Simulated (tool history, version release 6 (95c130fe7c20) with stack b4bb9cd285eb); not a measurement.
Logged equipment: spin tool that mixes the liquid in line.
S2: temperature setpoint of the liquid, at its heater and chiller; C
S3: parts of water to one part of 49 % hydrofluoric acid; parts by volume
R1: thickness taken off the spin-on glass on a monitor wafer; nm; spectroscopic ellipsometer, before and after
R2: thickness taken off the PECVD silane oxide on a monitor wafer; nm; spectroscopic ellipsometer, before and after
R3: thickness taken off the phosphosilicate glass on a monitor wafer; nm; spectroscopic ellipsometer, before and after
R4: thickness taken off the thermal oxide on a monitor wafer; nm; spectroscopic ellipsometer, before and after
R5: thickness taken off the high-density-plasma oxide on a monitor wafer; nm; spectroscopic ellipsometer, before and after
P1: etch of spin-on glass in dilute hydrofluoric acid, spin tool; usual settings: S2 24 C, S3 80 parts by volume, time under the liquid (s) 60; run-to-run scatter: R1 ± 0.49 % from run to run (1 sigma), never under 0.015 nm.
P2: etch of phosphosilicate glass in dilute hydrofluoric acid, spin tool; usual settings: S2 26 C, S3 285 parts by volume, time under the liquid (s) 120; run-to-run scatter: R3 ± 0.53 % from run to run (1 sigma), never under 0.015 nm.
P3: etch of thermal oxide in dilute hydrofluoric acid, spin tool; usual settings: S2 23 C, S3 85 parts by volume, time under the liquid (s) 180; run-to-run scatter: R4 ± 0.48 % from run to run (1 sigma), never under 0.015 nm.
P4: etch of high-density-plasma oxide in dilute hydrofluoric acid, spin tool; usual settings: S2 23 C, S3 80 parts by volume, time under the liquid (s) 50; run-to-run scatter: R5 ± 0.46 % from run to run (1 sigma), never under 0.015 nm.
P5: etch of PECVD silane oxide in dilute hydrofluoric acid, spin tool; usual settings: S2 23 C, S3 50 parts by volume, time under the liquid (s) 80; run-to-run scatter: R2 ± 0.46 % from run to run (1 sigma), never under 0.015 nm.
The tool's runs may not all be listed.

Run 1, hour 11: process that ran P1, S2 24 C, S3 80 parts by volume, time under the liquid (s) 60. Result: R1 23.804 nm.
Run 2, hour 23.1: process that ran P5, S2 30.5 C, S3 50 parts by volume, time under the liquid (s) 80. Result: R2 61.451 nm.
Run 3, hour 29.8: process that ran P2, S2 26 C, S3 420 parts by volume, time under the liquid (s) 120. Result: R3 15.061 nm.
Run 4, hour 36.2: process that ran P1, S2 24 C, S3 80 parts by volume, time under the liquid (s) 60. Result: R1 23.881 nm.
Run 5, hour 44.7: process that ran P1, S2 24 C, S3 80 parts by volume, time under the liquid (s) 60. Result: R1 23.953 nm.
Run 6, hour 52.6: process that ran P2, S2 26 C, S3 285 parts by volume, time under the liquid (s) 120. Result: R3 25.607 nm.
Run 7, hour 60.2: process that ran P1, S2 24 C, S3 80 parts by volume, time under the liquid (s) 60. Result: R1 23.888 nm.
Run 8, hour 65.9: process that ran P5, S2 23 C, S3 50 parts by volume, time under the liquid (s) 20. Result: R2 11.327 nm.
At hour 69.1: hydrofluoric acid flow meter replaced.
Run 9, hour 77.6: process that ran P1, S2 17 C, S3 35 parts by volume, time under the liquid (s) 60. Result: R1 42.693 nm.
Run 10, hour 87.1: process that ran P1, S2 24 C, S3 80 parts by volume, time under the liquid (s) 60. Result: R1 23.957 nm.
Run 11, hour 96.3: process that ran P3, S2 23 C, S3 85 parts by volume, time under the liquid (s) 180. Result: R4 9.7437 nm.
Run 12, hour 103.6: process that ran P1, S2 18 C, S3 80 parts by volume, time under the liquid (s) 60. Result: R1 18.691 nm.
Run 13, hour 113.7: process that ran P4, S2 23 C, S3 80 parts by volume, time under the liquid (s) 85. Result: R5 8.5863 nm.
Run 14, hour 120.4: process that ran P2, S2 26 C, S3 285 parts by volume, time under the liquid (s) 120. Result: R3 25.35 nm.
Run 15, hour 127.7: process that ran P1, S2 28.5 C, S3 80 parts by volume, time under the liquid (s) 60. Result: R1 28.478 nm.
Run 16, hour 134.6: process that ran P1, S2 24 C, S3 80 parts by volume, time under the liquid (s) 60. Result: R1 23.843 nm.
Run 17, hour 142.5: process that ran P4, S2 23 C, S3 125 parts by volume, time under the liquid (s) 50. Result: R5 3.1113 nm.
Run 18, hour 148.2: process that ran P5, S2 23 C, S3 20 parts by volume, time under the liquid (s) 80. Result: R2 117.97 nm.
Run 19, hour 155.2: process that ran P5, S2 23 C, S3 50 parts by volume, time under the liquid (s) 80. Result: R2 45.346 nm.
Run 20, hour 165.5: process that ran P3, S2 23 C, S3 85 parts by volume, time under the liquid (s) 180. Result: R4 9.7834 nm.
Run 21, hour 172.8: process that ran P1, S2 24 C, S3 115 parts by volume, time under the liquid (s) 60. Result: R1 15.944 nm.
Run 22, hour 182.3: process that ran P1, S2 24 C, S3 50 parts by volume, time under the liquid (s) 60. Result: R1 39.569 nm.
Run 23, hour 190.2: process that ran P3, S2 17 C, S3 85 parts by volume, time under the liquid (s) 180. Result: R4 7.6018 nm.
Run 24, hour 195.6: process that ran P5, S2 23 C, S3 50 parts by volume, time under the liquid (s) 80. Result: R2 45.343 nm.
Run 25, hour 205: process that ran P1, S2 24 C, S3 80 parts by volume, time under the liquid (s) 100. Result: R1 39.91 nm.
Run 26, hour 213.6: process that ran P2, S2 32 C, S3 285 parts by volume, time under the liquid (s) 120. Result: R3 30.838 nm.
Run 27, hour 219.9: process that ran P4, S2 17 C, S3 80 parts by volume, time under the liquid (s) 50. Result: R5 3.9466 nm.
Run 28, hour 226.4: process that ran P1, S2 24 C, S3 80 parts by volume, time under the liquid (s) 35. Result: R1 13.825 nm.
Run 29, hour 237.5: process that ran P4, S2 23 C, S3 80 parts by volume, time under the liquid (s) 50. Result: R5 5.0812 nm.
Run 30, hour 246: process that ran P1, S2 24 C, S3 80 parts by volume, time under the liquid (s) 60. Result: R1 23.897 nm.
Run 31, hour 252.7: process that ran P2, S2 26 C, S3 285 parts by volume, time under the liquid (s) 235. Result: R3 49.133 nm.
Run 32, hour 260.1: process that ran P3, S2 23 C, S3 85 parts by volume, time under the liquid (s) 60. Result: R4 3.2843 nm.
Run 33, hour 271.4: process that ran P3, S2 23 C, S3 150 parts by volume, time under the liquid (s) 180. Result: R4 5.2175 nm.
Run 34, hour 279.3: process that ran P4, S2 23 C, S3 80 parts by volume, time under the liquid (s) 50. Result: R5 5.1396 nm.
Run 35, hour 291.2: process that ran P1, S2 24 C, S3 80 parts by volume, time under the liquid (s) 60. Result: R1 23.762 nm.
Run 36, hour 296.6: process that ran P1, S2 24 C, S3 80 parts by volume, time under the liquid (s) 60. Result: R1 24.448 nm.
Run 37, hour 303.2: process that ran P1, S2 24 C, S3 80 parts by volume, time under the liquid (s) 60. Result: R1 24.945 nm.
Run 38, hour 311.5: process that ran P1, S2 24 C, S3 80 parts by volume, time under the liquid (s) 60. Result: R1 25.24 nm.
Run 39, hour 318.7: process that ran P1, S2 24 C, S3 80 parts by volume, time under the liquid (s) 60. Result: R1 25.379 nm.
Run 40, hour 326.2: process that ran P1, S2 24 C, S3 80 parts by volume, time under the liquid (s) 60. Result: R1 25.593 nm.
Run 41, hour 338.4: process that ran P1, S2 24 C, S3 80 parts by volume, time under the liquid (s) 60. Result: R1 25.689 nm.
Run 42, hour 343.9: process that ran P1, S2 24 C, S3 80 parts by volume, time under the liquid (s) 60. Result: R1 25.896 nm.
Run 43, hour 350.7: process that ran P1, S2 24 C, S3 80 parts by volume, time under the liquid (s) 60. Result: R1 25.831 nm.

P1 no longer gives what it gave before; its output has crept away from where it was. The following 2 causes, each at its listed size, fit the log equally well:
A: hydrofluoric acid flow above the setpoint (%) = 7.07
B: liquid hotter than its thermometer reads (K) = 1.89
The creep began at about hour 291.2.

The list below offers 4 check runs, each averaging the results of 2 wafers, and shows each result as a question mark. For which of them would the listed causes give clearly different results?
Run check 1, hour 357.5: process that ran P2, S2 26 C, S3 420 parts by volume, time under the liquid (s) 180. Result: R3 ?.
Run check 2, hour 357.5: process that ran P3, S2 23 C, S3 150 parts by volume, time under the liquid (s) 180. Result: R4 ?.
Run check 3, hour 357.5: process that ran P4, S2 17 C, S3 125 parts by volume, time under the liquid (s) 50. Result: R5 ?.
Run check 4, hour 357.5: process that ran P5, S2 30 C, S3 30 parts by volume, time under the liquid (s) 80. Result: R2 ?.

What every check run would give for each of its results, assuming each possible cause in turn:
  check  result    if A    if B
check 1      R3  24.882  24.027
check 2      R4  5.5778  5.5383
check 3      R5  2.6168  2.6202
check 4      R2   111.2  111.62
Gap, in per cent, between the two causes that each check separates least, read from the result that separates them most: check 1 3.5 %; check 2 0.71 %; check 3 0.13 %; check 4 0.37 %
Only check 1 tells the causes apart: in the others they would give nearly the same result.

With check 1 done, the readings were: R3 23.965 nm. Identify which of the listed causes applies.

B is the cause: liquid hotter than its thermometer reads (K).
